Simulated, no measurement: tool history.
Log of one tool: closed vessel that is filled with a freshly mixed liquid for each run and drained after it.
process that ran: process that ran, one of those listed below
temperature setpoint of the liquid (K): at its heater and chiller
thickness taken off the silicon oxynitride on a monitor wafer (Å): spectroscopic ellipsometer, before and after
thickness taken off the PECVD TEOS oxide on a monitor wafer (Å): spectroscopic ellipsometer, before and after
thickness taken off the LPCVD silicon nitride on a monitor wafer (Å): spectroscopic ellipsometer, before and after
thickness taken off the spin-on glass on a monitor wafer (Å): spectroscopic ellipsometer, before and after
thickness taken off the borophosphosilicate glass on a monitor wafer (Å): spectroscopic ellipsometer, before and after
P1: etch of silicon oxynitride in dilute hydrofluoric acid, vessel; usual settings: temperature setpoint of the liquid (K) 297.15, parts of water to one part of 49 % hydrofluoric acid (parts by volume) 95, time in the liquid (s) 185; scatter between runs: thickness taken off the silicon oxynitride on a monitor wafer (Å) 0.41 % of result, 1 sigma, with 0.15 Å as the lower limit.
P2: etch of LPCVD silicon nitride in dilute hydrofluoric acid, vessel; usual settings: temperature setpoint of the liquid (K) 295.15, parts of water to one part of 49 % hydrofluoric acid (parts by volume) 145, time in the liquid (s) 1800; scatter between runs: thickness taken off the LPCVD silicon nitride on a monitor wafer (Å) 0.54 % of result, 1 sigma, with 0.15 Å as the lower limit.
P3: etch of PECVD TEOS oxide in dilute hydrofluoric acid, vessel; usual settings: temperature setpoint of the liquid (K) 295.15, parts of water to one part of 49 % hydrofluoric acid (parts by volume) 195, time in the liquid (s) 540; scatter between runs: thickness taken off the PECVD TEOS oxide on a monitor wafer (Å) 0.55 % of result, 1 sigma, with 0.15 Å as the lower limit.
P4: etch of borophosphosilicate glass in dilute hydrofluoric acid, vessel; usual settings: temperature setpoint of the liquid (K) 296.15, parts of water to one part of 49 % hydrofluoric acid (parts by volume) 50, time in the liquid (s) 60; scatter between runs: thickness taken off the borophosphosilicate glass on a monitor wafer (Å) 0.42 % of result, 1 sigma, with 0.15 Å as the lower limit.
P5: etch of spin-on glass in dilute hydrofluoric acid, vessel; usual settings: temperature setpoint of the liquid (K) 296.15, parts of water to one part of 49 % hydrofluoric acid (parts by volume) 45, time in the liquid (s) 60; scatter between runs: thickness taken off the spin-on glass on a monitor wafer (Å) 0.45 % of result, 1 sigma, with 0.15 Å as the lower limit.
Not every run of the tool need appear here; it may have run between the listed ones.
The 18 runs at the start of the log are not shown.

run   hour  process that ran  temperature setpoint of the liquid (K)  parts of water to one part of 49 % hydrofluoric acid (parts by volume)  time in the liquid (s)  hours since the thermometer was replaced  hours since the hydrofluoric acid flow meter was replaced  thickness taken off the silicon oxynitride on a monitor wafer (Å)  thickness taken off the PECVD TEOS oxide on a monitor wafer (Å)  thickness taken off the LPCVD silicon nitride on a monitor wafer (Å)  thickness taken off the spin-on glass on a monitor wafer (Å)  thickness taken off the borophosphosilicate glass on a monitor wafer (Å)
 19  116.7                P1                                  290.15                                                                      35                     185                                       662                                                      354.5                                                             121.33
 20  125.7                P3                                  295.15                                                                     195                     540                                       671                                                      363.5                                                                                                                              393.44
 21  131.1                P5                                  296.15                                                                      45                     115                                     676.4                                                      368.9                                                                                                                                                                                                                                                                  833.55
 22  135.2                P4                                  296.15                                                                      50                      60                                     680.5                                                        373                                                                                                                                                                                                                                                                                                                                             312.8
 23  141.4                P1                                  292.65                                                                      95                     185                                     686.7                                                      379.2                                                             49.018
 24  150.2                P1                                  297.15                                                                      95                     345                                     695.5                                                        388                                                             113.22
 25  155.6                P5                                  299.65                                                                      45                      60                                     700.9                                                      393.4                                                                                                                                                                                                                                                                  504.46
 26  162.5                P3                                  290.15                                                                     195                     540                                     707.8                                                      400.3                                                                                                                              323.99
 27  166.8                P4                                  296.15                                                                      20                      60                                     712.1                                                      404.6                                                                                                                                                                                                                                                                                                                                            808.69
 28  171.9                P1                                  297.15                                                                      95                     185                                     717.2                                                      409.7                                                             61.042
 29  176.2                P1                                  297.15                                                                      30                     270                                     721.5                                                        414                                                             295.78
 30  181.7                P5                                  296.15                                                                      20                      60                                       727                                                      419.5                                                                                                                                                                                                                                                                  1011.5
 31  188.2                P3                                  295.15                                                                     195                     215                                     733.5                                                        426                                                                                                                              156.64
 32  193.5                P4                                  290.15                                                                      50                      60                                     738.8                                                      431.3                                                                                                                                                                                                                                                                                                                                            240.58
 33  199.6                P1                                  297.15                                                                      95                     185                                     744.9                                                      437.4                                                              61.36
 34  208.1                P1                                  297.15                                                                      95                     185                                     753.4                                                      445.9                                                             60.692
 35    214                P1                                  297.15                                                                      95                     185                                     759.3                                                      451.8                                                             58.435

Estimate the outcome of run 36 from the log above:
 36  221.4                P1                                  297.15                                                                      95                     185                                     766.7                                                      459.2                                                                  ?

{"run 36": {"thickness taken off the silicon oxynitride on a monitor wafer (Å)": 56.869}}

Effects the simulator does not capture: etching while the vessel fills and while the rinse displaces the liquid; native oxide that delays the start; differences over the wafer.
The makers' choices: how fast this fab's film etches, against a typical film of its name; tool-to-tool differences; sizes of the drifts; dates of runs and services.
